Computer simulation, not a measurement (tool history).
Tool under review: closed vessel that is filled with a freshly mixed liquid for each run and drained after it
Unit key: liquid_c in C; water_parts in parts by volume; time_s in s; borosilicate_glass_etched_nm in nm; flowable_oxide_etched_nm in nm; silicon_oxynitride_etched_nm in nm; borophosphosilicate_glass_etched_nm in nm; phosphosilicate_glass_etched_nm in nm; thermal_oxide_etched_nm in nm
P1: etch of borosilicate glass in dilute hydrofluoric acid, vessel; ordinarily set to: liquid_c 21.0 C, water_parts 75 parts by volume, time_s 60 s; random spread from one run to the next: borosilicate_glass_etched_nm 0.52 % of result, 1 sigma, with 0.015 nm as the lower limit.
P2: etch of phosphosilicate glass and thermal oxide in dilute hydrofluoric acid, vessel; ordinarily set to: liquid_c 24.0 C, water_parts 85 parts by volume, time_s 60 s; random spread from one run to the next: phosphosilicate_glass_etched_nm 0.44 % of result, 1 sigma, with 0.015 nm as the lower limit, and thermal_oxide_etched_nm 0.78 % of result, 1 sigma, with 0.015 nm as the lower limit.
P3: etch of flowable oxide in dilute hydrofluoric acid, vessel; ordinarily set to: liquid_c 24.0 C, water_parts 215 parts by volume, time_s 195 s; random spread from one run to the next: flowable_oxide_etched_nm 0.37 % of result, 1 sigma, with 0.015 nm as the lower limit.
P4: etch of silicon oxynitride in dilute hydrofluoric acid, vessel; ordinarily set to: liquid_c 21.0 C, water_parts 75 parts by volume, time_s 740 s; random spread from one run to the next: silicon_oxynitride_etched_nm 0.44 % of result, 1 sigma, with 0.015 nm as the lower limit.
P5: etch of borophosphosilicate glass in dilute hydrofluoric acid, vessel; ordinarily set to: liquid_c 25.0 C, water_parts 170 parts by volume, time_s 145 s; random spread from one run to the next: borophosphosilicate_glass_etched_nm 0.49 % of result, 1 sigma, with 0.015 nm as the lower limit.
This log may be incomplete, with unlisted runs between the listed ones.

| run | hour | process | liquid_c | water_parts | time_s | hours since the thermometer was replaced | hours since the hydrofluoric acid flow meter was replaced | borosilicate_glass_etched_nm | flowable_oxide_etched_nm | silicon_oxynitride_etched_nm | borophosphosilicate_glass_etched_nm | phosphosilicate_glass_etched_nm | thermal_oxide_etched_nm |
|---|---|---|---|---|---|---|---|---|---|---|---|---|---|
| 1 | 11.4 | P1 | 21.0 | 75 | 60 | 1873.1 | 414.5 | 11.9180 |  |  |  |  |  |
| 2 | 24.3 | P3 | 24.0 | 215 | 195 | 1886.0 | 427.4 |  | 25.8500 |  |  |  |  |
| 3 | 37.1 | P4 | 21.0 | 45 | 740 | 1898.8 | 440.2 |  |  | 38.09000 |  |  |  |
| 4 | 44.9 | P5 | 25.0 | 170 | 145 | 1906.6 | 448.0 |  |  |  | 45.911 |  |  |
| 5 | 54.3 | P1 | 28.5 | 75 | 60 | 1916.0 | 457.4 | 16.1240 |  |  |  |  |  |
| 6 | 67.5 | P1 | 17.0 | 75 | 90 | 1929.2 | 470.6 | 15.0560 |  |  |  |  |  |
| 7 | 77.1 | P4 | 21.0 | 75 | 740 | 1938.8 | 480.2 |  |  | 22.40100 |  |  |  |
| 8 | 89.0 | P1 | 21.0 | 135 | 60 | 1950.7 | 492.1 | 6.1728 |  |  |  |  |  |
| 9 | 100.7 | P4 | 29.0 | 75 | 740 | 1962.4 | 503.8 |  |  | 32.90200 |  |  |  |
|  | 107.5 | thermometer replaced |
| 10 | 115.1 | P3 | 32.0 | 215 | 195 | 7.6 | 518.2 |  | 34.2430 |  |  |  |  |
| 11 | 129.5 | P2 | 24.0 | 20 | 60 | 22.0 | 532.6 |  |  |  |  | 659.750 | 15.0330 |
| 12 | 143.9 | P1 | 21.0 | 75 | 60 | 36.4 | 547.0 | 11.9710 |  |  |  |  |  |
| 13 | 153.7 | P5 | 25.0 | 170 | 280 | 46.2 | 556.8 |  |  |  | 89.327 |  |  |
| 14 | 165.4 | P2 | 19.0 | 85 | 60 | 57.9 | 568.5 |  |  |  |  | 116.130 | 2.6632 |
| 15 | 180.7 | P1 | 21.0 | 75 | 60 | 73.2 | 583.8 | 12.0900 |  |  |  |  |  |
| 16 | 188.8 | P2 | 24.0 | 85 | 60 | 81.3 | 591.9 |  |  |  |  | 142.770 | 3.2551 |
| 17 | 196.2 | P2 | 24.0 | 85 | 30 | 88.7 | 599.3 |  |  |  |  | 71.312 | 1.5835 |
| 18 | 206.1 | P1 | 21.0 | 75 | 60 | 98.6 | 609.2 | 11.8460 |  |  |  |  |  |
| 19 | 220.1 | P1 | 17.0 | 75 | 60 | 112.6 | 623.2 | 10.1590 |  |  |  |  |  |
| 20 | 232.9 | P3 | 24.0 | 215 | 75 | 125.4 | 636.0 |  | 9.9287 |  |  |  |  |
| 21 | 244.1 | P1 | 21.0 | 75 | 30 | 136.6 | 647.2 | 5.9729 |  |  |  |  |  |
| 22 | 258.4 | P5 | 25.0 | 40 | 145 | 150.9 | 661.5 |  |  |  | 232.530 |  |  |
| 23 | 271.9 | P1 | 21.0 | 45 | 60 | 164.4 | 675.0 | 20.5440 |  |  |  |  |  |
| 24 | 283.0 | P3 | 24.0 | 215 | 195 | 175.5 | 686.1 |  | 25.7670 |  |  |  |  |
| 25 | 289.9 | P4 | 21.0 | 75 | 30 | 182.4 | 693.0 |  |  | 0.90598 |  |  |  |
| 26 | 298.1 | P5 | 32.5 | 170 | 145 | 190.6 | 701.2 |  |  |  | 60.870 |  |  |
| 27 | 306.9 | P1 | 21.0 | 75 | 60 | 199.4 | 710.0 | 11.8060 |  |  |  |  |  |
| 28 | 315.3 | P1 | 21.0 | 75 | 90 | 207.8 | 718.4 | 17.8900 |  |  |  |  |  |
| 29 | 327.6 | P1 | 21.0 | 75 | 60 | 220.1 | 730.7 | 11.8960 |  |  |  |  |  |

Forecast run 30:
| 30 | 342.2 | P3 | 24.0 | 355 | 195 | 234.7 | 745.3 |  | ? |  |  |  |  |

flowable_oxide_etched_nm: 13.6170 nm
